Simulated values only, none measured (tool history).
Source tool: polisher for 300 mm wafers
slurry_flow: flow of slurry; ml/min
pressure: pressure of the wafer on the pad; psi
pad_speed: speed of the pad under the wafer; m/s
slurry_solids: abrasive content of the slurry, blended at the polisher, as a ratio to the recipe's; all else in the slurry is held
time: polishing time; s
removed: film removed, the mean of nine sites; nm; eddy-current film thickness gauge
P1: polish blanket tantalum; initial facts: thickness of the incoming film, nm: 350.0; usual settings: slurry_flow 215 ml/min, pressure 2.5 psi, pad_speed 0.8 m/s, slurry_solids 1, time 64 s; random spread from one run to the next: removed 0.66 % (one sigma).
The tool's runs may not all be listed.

{"run": 1, "hour": 9.5, "slurry_flow": 215, "pressure": 2.5, "pad_speed": 0.8, "slurry_solids": 1, "time": 64, "removed": 96.867}
{"run": 2, "hour": 20.8, "slurry_flow": 140, "pressure": 2.5, "pad_speed": 0.8, "slurry_solids": 1, "time": 64, "removed": 90.822}
{"hour": 23.1, "done": "slurry blender recalibrated"}
{"run": 3, "hour": 33.9, "slurry_flow": 215, "pressure": 2.5, "pad_speed": 0.8, "slurry_solids": 1, "time": 64, "removed": 96.756}
{"run": 4, "hour": 44.6, "slurry_flow": 215, "pressure": 2.5, "pad_speed": 1.24, "slurry_solids": 1, "time": 64, "removed": 151.46}
{"run": 5, "hour": 54.2, "slurry_flow": 215, "pressure": 2.5, "pad_speed": 0.8, "slurry_solids": 1, "time": 64, "removed": 96.222}
{"run": 6, "hour": 64.5, "slurry_flow": 215, "pressure": 3.4, "pad_speed": 0.8, "slurry_solids": 1, "time": 64, "removed": 132.76}
{"run": 7, "hour": 74.8, "slurry_flow": 215, "pressure": 1.1, "pad_speed": 0.8, "slurry_solids": 1, "time": 64, "removed": 42.491}
{"run": 8, "hour": 85.8, "slurry_flow": 215, "pressure": 2.5, "pad_speed": 0.8, "slurry_solids": 1, "time": 96, "removed": 146.18}
{"run": 9, "hour": 97.0, "slurry_flow": 290, "pressure": 2.5, "pad_speed": 0.8, "slurry_solids": 1, "time": 64, "removed": 100.51}
{"run": 10, "hour": 108.2, "slurry_flow": 215, "pressure": 2.5, "pad_speed": 0.46, "slurry_solids": 0.7, "time": 64, "removed": 49.183}
{"hour": 113.1, "done": "head pressure recalibrated"}
{"run": 11, "hour": 114.4, "slurry_flow": 215, "pressure": 2.5, "pad_speed": 0.8, "slurry_solids": 1.4, "time": 64, "removed": 106.28}
{"run": 12, "hour": 122.6, "slurry_flow": 215, "pressure": 2.5, "pad_speed": 0.42, "slurry_solids": 1, "time": 64, "removed": 51.099}
{"hour": 127.1, "done": "slurry nozzle cleaned"}
{"run": 13, "hour": 135.1, "slurry_flow": 215, "pressure": 2.5, "pad_speed": 0.8, "slurry_solids": 1, "time": 64, "removed": 96.65}
{"run": 14, "hour": 143.8, "slurry_flow": 215, "pressure": 2.5, "pad_speed": 0.8, "slurry_solids": 0.55, "time": 64, "removed": 78.824}
{"run": 15, "hour": 152.1, "slurry_flow": 215, "pressure": 2.5, "pad_speed": 0.8, "slurry_solids": 1, "time": 30, "removed": 45.678}
{"run": 16, "hour": 164.4, "slurry_flow": 215, "pressure": 2.5, "pad_speed": 0.8, "slurry_solids": 1, "time": 64, "removed": 97.502}
{"run": 17, "hour": 172.7, "slurry_flow": 215, "pressure": 2.5, "pad_speed": 0.8, "slurry_solids": 1, "time": 64, "removed": 93.607}
{"run": 18, "hour": 183.4, "slurry_flow": 215, "pressure": 2.5, "pad_speed": 0.8, "slurry_solids": 1, "time": 64, "removed": 91.048}
{"hour": 194.2, "done": "slurry nozzle cleaned"}
{"run": 19, "hour": 195.5, "slurry_flow": 215, "pressure": 2.5, "pad_speed": 0.8, "slurry_solids": 1, "time": 64, "removed": 89.185}
{"run": 20, "hour": 204.2, "slurry_flow": 215, "pressure": 2.5, "pad_speed": 0.8, "slurry_solids": 1, "time": 64, "removed": 88.528}

Predict the results of run 21:
{"hour": 213.2, "done": "worn pad replaced by a new one"}
{"run": 21, "hour": 213.9, "slurry_flow": 215, "pressure": 2.5, "pad_speed": 0.8, "slurry_solids": 1, "time": 64, "removed": "?"}

removed: 87.957 nm
